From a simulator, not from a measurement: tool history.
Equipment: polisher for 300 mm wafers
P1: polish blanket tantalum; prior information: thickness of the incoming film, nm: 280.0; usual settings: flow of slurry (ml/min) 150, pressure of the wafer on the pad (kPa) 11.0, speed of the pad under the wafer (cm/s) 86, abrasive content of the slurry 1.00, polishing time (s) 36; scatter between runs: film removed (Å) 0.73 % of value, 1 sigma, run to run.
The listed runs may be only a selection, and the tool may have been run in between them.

| run | hour | flow of slurry (ml/min) | pressure of the wafer on the pad (kPa) | speed of the pad under the wafer (cm/s) | abrasive content of the slurry | polishing time (s) | film removed (Å) |
|---|---|---|---|---|---|---|---|
| 1 | 7.4 | 150 | 11.0 | 86 | 1.00 | 36 | 455.31 |
| 2 | 19.7 | 150 | 11.0 | 86 | 1.00 | 46 | 589.45 |
| 3 | 28.0 | 150 | 11.0 | 58 | 1.00 | 36 | 311.21 |
| 4 | 40.2 | 150 | 11.0 | 86 | 1.00 | 36 | 456.58 |
| 5 | 53.1 | 150 | 11.0 | 86 | 1.00 | 36 | 457.69 |
| 6 | 64.6 | 150 | 11.0 | 86 | 1.00 | 21 | 266.98 |
| 7 | 72.2 | 150 | 4.8 | 86 | 1.00 | 36 | 204.12 |
| 8 | 82.6 | 150 | 11.0 | 86 | 1.00 | 36 | 454.47 |
| 9 | 96.1 | 90 | 11.0 | 86 | 1.00 | 36 | 408.39 |
|  | 103.3 | slurry blender recalibrated |
| 10 | 106.7 | 150 | 11.0 | 86 | 0.55 | 36 | 370.82 |
| 11 | 117.0 | 150 | 11.0 | 134 | 1.00 | 36 | 710.54 |
| 12 | 130.5 | 190 | 11.0 | 86 | 1.00 | 36 | 472.14 |
| 13 | 136.9 | 150 | 16.5 | 124 | 1.00 | 36 | 980.54 |
| 14 | 144.1 | 150 | 11.0 | 86 | 1.45 | 36 | 507.83 |
| 15 | 153.3 | 150 | 15.9 | 86 | 1.00 | 36 | 663.64 |
| 16 | 162.2 | 150 | 11.0 | 86 | 1.00 | 36 | 462.77 |
| 17 | 169.9 | 150 | 11.0 | 86 | 1.00 | 36 | 437.74 |
| 18 | 183.5 | 150 | 11.0 | 86 | 1.00 | 36 | 432.57 |
|  | 187.5 | slurry blender recalibrated |
|  | 191.6 | head pressure recalibrated |
| 19 | 192.4 | 150 | 11.0 | 86 | 1.00 | 36 | 427.83 |
| 20 | 203.4 | 150 | 11.0 | 86 | 1.00 | 36 | 431.43 |
| 21 | 216.2 | 150 | 11.0 | 86 | 1.00 | 36 | 424.96 |
| 22 | 225.5 | 150 | 11.0 | 86 | 1.00 | 36 | 426.63 |

The output of P1 has drifted from where it used to be. Each of the 2 causes below, taken at the size shown beside it, accounts for the log equally well:
A: removal rate lost through wear of the pad, % = 7.18
B: slurry flow missing at the pad, % = 30.5
The process output started creeping at around hour 162.2.
Excluded causes, each with its reason:
head's pressure below its setpoint, %: serviced after onset, at hour 191.6, with no recovery of the prior output
abrasive missing from the slurry, %: serviced after onset, at hour 187.5, with no recovery of the prior output

You are offered 4 check runs, listed below with question marks in place of their results; each one averages 2 wafers. Which run separates the listed causes by giving clearly different results for each?
| check 1 | 234.8 | 150 | 6.2 | 132 | 1.00 | 36 | ? |
| check 2 | 234.8 | 150 | 8.3 | 86 | 1.00 | 36 | ? |
| check 3 | 234.8 | 90 | 11.0 | 130 | 1.00 | 36 | ? |
| check 4 | 234.8 | 150 | 11.0 | 134 | 1.40 | 36 | ? |

Outcome of each check run for each possible cause:
| check | result | if A | if B |
|---|---|---|---|
| check 1 | film removed (Å) | 366.93 | 366.96 |
| check 2 | film removed (Å) | 318.74 | 318.78 |
| check 3 | film removed (Å) | 574.33 | 550.73 |
| check 4 | film removed (Å) | 721.06 | 721.13 |
Per check, the gap between the least separated pair of causes, taken in the result that splits them most: check 1 0.01 %; check 2 0.01 %; check 3 4.2 %; check 4 0.01 %
Check 3 tells the causes apart: in the others they would give nearly the same result.

The results of check 3 are: film removed (Å) 575.98. Based on these, which of the listed causes is it?

Of the candidate causes, it is A: removal rate lost through wear of the pad, %.
